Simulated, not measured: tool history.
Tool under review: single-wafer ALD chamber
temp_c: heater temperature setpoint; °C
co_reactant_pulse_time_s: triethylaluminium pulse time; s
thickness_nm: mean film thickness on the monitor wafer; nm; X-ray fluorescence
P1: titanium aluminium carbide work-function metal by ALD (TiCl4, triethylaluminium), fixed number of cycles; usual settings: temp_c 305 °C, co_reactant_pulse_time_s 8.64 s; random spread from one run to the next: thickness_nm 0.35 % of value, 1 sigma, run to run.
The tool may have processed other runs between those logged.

{"run": 1, "day": 0.692, "temp_c": 305, "co_reactant_pulse_time_s": 8.64, "thickness_nm": 1.9799}
{"run": 2, "day": 1.1, "temp_c": 285, "co_reactant_pulse_time_s": 5.63, "thickness_nm": 1.6271}
{"run": 3, "day": 1.45, "temp_c": 283, "co_reactant_pulse_time_s": 8.64, "thickness_nm": 1.7878}
{"run": 4, "day": 2.212, "temp_c": 305, "co_reactant_pulse_time_s": 8.64, "thickness_nm": 1.9749}
{"run": 5, "day": 2.962, "temp_c": 305, "co_reactant_pulse_time_s": 8.64, "thickness_nm": 1.9811}
{"run": 6, "day": 3.742, "temp_c": 327, "co_reactant_pulse_time_s": 13.46, "thickness_nm": 2.2563}
{"run": 7, "day": 4.471, "temp_c": 305, "co_reactant_pulse_time_s": 8.64, "thickness_nm": 1.9704}
{"run": 8, "day": 5.258, "temp_c": 329, "co_reactant_pulse_time_s": 8.64, "thickness_nm": 2.1807}
{"run": 9, "day": 5.725, "temp_c": 305, "co_reactant_pulse_time_s": 3.29, "thickness_nm": 1.4061}
{"run": 10, "day": 6.271, "temp_c": 305, "co_reactant_pulse_time_s": 8.64, "thickness_nm": 1.9808}
{"run": 11, "day": 7.046, "temp_c": 305, "co_reactant_pulse_time_s": 11.61, "thickness_nm": 2.056}
{"run": 12, "day": 7.588, "temp_c": 305, "co_reactant_pulse_time_s": 8.64, "thickness_nm": 1.9799}
{"run": 13, "day": 8.096, "temp_c": 316, "co_reactant_pulse_time_s": 12.3, "thickness_nm": 2.1513}
{"run": 14, "day": 8.767, "temp_c": 305, "co_reactant_pulse_time_s": 8.64, "thickness_nm": 1.976}
{"run": 15, "day": 9.125, "temp_c": 305, "co_reactant_pulse_time_s": 8.64, "thickness_nm": 1.9733}
{"run": 16, "day": 9.812, "temp_c": 305, "co_reactant_pulse_time_s": 8.64, "thickness_nm": 1.9595}
{"run": 17, "day": 10.429, "temp_c": 305, "co_reactant_pulse_time_s": 8.64, "thickness_nm": 1.9579}
{"run": 18, "day": 10.9, "temp_c": 305, "co_reactant_pulse_time_s": 8.64, "thickness_nm": 1.9473}
{"run": 19, "day": 11.321, "temp_c": 305, "co_reactant_pulse_time_s": 8.64, "thickness_nm": 1.9431}

The next listed run, before its measurement:
{"run": 20, "day": 11.825, "temp_c": 305, "co_reactant_pulse_time_s": 8.64, "thickness_nm": "?"}

thickness_nm: 1.9398 nm

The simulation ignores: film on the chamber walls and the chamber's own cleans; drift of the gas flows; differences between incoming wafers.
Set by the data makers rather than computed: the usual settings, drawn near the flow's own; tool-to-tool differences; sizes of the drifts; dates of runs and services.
